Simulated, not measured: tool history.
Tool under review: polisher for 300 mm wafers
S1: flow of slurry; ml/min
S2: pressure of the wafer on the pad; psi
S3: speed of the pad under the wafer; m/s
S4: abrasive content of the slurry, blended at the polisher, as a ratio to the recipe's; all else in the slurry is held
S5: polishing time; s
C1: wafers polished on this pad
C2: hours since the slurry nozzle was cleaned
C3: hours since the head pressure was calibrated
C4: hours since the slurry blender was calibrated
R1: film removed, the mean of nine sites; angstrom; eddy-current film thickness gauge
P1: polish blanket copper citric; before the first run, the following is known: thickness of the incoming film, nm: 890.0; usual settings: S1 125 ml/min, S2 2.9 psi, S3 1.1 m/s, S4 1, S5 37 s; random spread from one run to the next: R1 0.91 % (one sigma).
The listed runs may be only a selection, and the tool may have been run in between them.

{"run": 1, "day": 0.383, "S1": 125, "S2": 2.9, "S3": 1.1, "S4": 1, "S5": 37, "C1": 521, "C2": 117, "C3": 268.1, "C4": 268.2, "R1": 1067}
{"run": 2, "day": 0.742, "S1": 125, "S2": 2.9, "S3": 1.1, "S4": 1, "S5": 37, "C1": 608, "C2": 125.6, "C3": 276.7, "C4": 276.8, "R1": 1066.2}
{"run": 3, "day": 1.446, "S1": 75, "S2": 2.9, "S3": 1.1, "S4": 1, "S5": 37, "C1": 778, "C2": 142.5, "C3": 293.6, "C4": 293.7, "R1": 944.16}
{"run": 4, "day": 1.908, "S1": 125, "S2": 2.9, "S3": 1.1, "S4": 0.55, "S5": 37, "C1": 889, "C2": 153.6, "C3": 304.7, "C4": 304.8, "R1": 947.69}
{"run": 5, "day": 2.558, "S1": 125, "S2": 2.9, "S3": 0.5, "S4": 1, "S5": 37, "C1": 1046, "C2": 169.2, "C3": 320.3, "C4": 320.4, "R1": 501.48}
{"run": 6, "day": 3.05, "S1": 125, "S2": 4.4, "S3": 1.1, "S4": 1, "S5": 37, "C1": 1165, "C2": 181, "C3": 332.1, "C4": 332.2, "R1": 1602.3}
{"run": 7, "day": 3.429, "S1": 125, "S2": 2.9, "S3": 1.1, "S4": 1.35, "S5": 37, "C1": 1256, "C2": 190.1, "C3": 341.2, "C4": 341.3, "R1": 1144}
{"run": 8, "day": 4.1, "S1": 125, "S2": 2.9, "S3": 1.1, "S4": 1, "S5": 18, "C1": 1418, "C2": 206.2, "C3": 357.3, "C4": 357.4, "R1": 528.01}
{"run": 9, "day": 4.6, "S1": 125, "S2": 1.7, "S3": 1.1, "S4": 1, "S5": 37, "C1": 1539, "C2": 218.2, "C3": 369.3, "C4": 369.4, "R1": 636.61}
{"run": 10, "day": 4.921, "S1": 125, "S2": 2.9, "S3": 1.1, "S4": 1, "S5": 59, "C1": 1616, "C2": 225.9, "C3": 377, "C4": 377.1, "R1": 1697.1}
{"run": 11, "day": 5.408, "S1": 125, "S2": 2.9, "S3": 1.1, "S4": 1, "S5": 37, "C1": 1734, "C2": 237.6, "C3": 388.7, "C4": 388.8, "R1": 1051.6}
{"run": 12, "day": 5.846, "S1": 125, "S2": 2.9, "S3": 0.8, "S4": 1.3, "S5": 37, "C1": 1839, "C2": 248.1, "C3": 399.2, "C4": 399.3, "R1": 838.12}
{"run": 13, "day": 6.192, "S1": 125, "S2": 2.9, "S3": 1.1, "S4": 1, "S5": 37, "C1": 1923, "C2": 256.4, "C3": 407.5, "C4": 407.6, "R1": 1079.2}
{"run": 14, "day": 6.833, "S1": 75, "S2": 2.9, "S3": 1.1, "S4": 0.6, "S5": 37, "C1": 2077, "C2": 271.8, "C3": 422.9, "C4": 423, "R1": 850.38}
{"run": 15, "day": 7.454, "S1": 125, "S2": 2.9, "S3": 1.7, "S4": 1, "S5": 37, "C1": 2227, "C2": 286.7, "C3": 437.8, "C4": 437.9, "R1": 1628.6}
{"run": 16, "day": 8.162, "S1": 165, "S2": 2.9, "S3": 1.1, "S4": 1, "S5": 37, "C1": 2398, "C2": 303.7, "C3": 454.8, "C4": 454.9, "R1": 1135.2}
{"run": 17, "day": 8.788, "S1": 125, "S2": 4.4, "S3": 1.5, "S4": 1, "S5": 37, "C1": 2549, "C2": 318.7, "C3": 469.8, "C4": 469.9, "R1": 2198.5}
{"run": 18, "day": 9.396, "S1": 125, "S2": 2.9, "S3": 1.1, "S4": 1, "S5": 37, "C1": 2696, "C2": 333.3, "C3": 484.4, "C4": 484.5, "R1": 1069.6}
{"run": 19, "day": 9.779, "S1": 125, "S2": 2.9, "S3": 1.1, "S4": 1, "S5": 37, "C1": 2788, "C2": 342.5, "C3": 493.6, "C4": 493.7, "R1": 1060.4}
{"run": 20, "day": 10.467, "S1": 125, "S2": 2.9, "S3": 1.1, "S4": 1, "S5": 37, "C1": 2954, "C2": 359, "C3": 510.1, "C4": 510.2, "R1": 1027.1}
{"run": 21, "day": 11.15, "S1": 125, "S2": 2.9, "S3": 1.1, "S4": 1, "S5": 37, "C1": 3119, "C2": 375.4, "C3": 526.5, "C4": 526.6, "R1": 986.88}
{"run": 22, "day": 11.588, "S1": 125, "S2": 2.9, "S3": 1.1, "S4": 1, "S5": 37, "C1": 3224, "C2": 385.9, "C3": 537, "C4": 537.1, "R1": 989.99}
{"day": 11.704, "done": "slurry blender recalibrated"}
{"run": 23, "day": 12.083, "S1": 125, "S2": 2.9, "S3": 1.1, "S4": 1, "S5": 37, "C1": 3344, "C2": 397.8, "C3": 548.9, "C4": 9.2, "R1": 972.85}
{"run": 24, "day": 12.583, "S1": 125, "S2": 2.9, "S3": 1.1, "S4": 1, "S5": 37, "C1": 3465, "C2": 409.8, "C3": 560.9, "C4": 21.2, "R1": 949.63}
{"day": 12.746, "done": "head pressure recalibrated"}
{"run": 25, "day": 13.129, "S1": 125, "S2": 2.9, "S3": 1.1, "S4": 1, "S5": 37, "C1": 3596, "C2": 422.9, "C3": 9.3, "C4": 34.3, "R1": 958.49}
{"run": 26, "day": 13.629, "S1": 125, "S2": 2.9, "S3": 1.1, "S4": 1, "S5": 37, "C1": 3717, "C2": 434.9, "C3": 21.3, "C4": 46.3, "R1": 956.84}
{"run": 27, "day": 14.183, "S1": 125, "S2": 2.9, "S3": 1.1, "S4": 1, "S5": 37, "C1": 3851, "C2": 448.2, "C3": 34.6, "C4": 59.6, "R1": 961.19}

Compared with where it was, what P1 gives has crept away. Each cause listed below fits the log as well as the rest, at the size given for it:
A: slurry flow missing at the pad, % = 38
B: removal rate lost through wear of the pad, % = 11.4
Creep in the process output first set in at about day 9.779.
Other possible causes, and why each is ruled out:
head's pressure below its setpoint, %: serviced after onset, at day 12.746, with no recovery of the prior output
abrasive missing from the slurry, %: serviced after onset, at day 11.704, with no recovery of the prior output

The 4 check runs listed below each average the results of 2 wafers, and their outcomes are marked with question marks. Under which run would the listed causes produce clearly different results?
{"run": "check 1", "day": 14.738, "S1": 125, "S2": 4.3, "S3": 1.1, "S4": 1, "S5": 37, "R1": "?"}
{"run": "check 2", "day": 14.738, "S1": 125, "S2": 2.9, "S3": 0.58, "S4": 1, "S5": 37, "R1": "?"}
{"run": "check 3", "day": 14.738, "S1": 80, "S2": 2.9, "S3": 1.1, "S4": 1, "S5": 50, "R1": "?"}
{"run": "check 4", "day": 14.738, "S1": 125, "S2": 2.9, "S3": 1.1, "S4": 1.35, "S5": 37, "R1": "?"}

If the cause were each of the candidates in turn, the checks would give the following:
check=check_1 result=R1 if_A=1398.1 if_B=1398.4
check=check_2 result=R1 if_A=511.04 if_B=511.15
check=check_3 result=R1 if_A=1085.9 if_B=1148.4
check=check_4 result=R1 if_A=1014.2 if_B=1014.4
Gap, in per cent, between the two causes that each check separates least, read from the result that separates them most: check 1 0.02 %; check 2 0.02 %; check 3 5.59 %; check 4 0.02 %
Check 3 tells the causes apart: in the others they would give nearly the same result.

Check 3 was carried out, with these results: R1 1084.5 angstrom. Which of the listed causes is responsible?

A is the cause: slurry flow missing at the pad, %.

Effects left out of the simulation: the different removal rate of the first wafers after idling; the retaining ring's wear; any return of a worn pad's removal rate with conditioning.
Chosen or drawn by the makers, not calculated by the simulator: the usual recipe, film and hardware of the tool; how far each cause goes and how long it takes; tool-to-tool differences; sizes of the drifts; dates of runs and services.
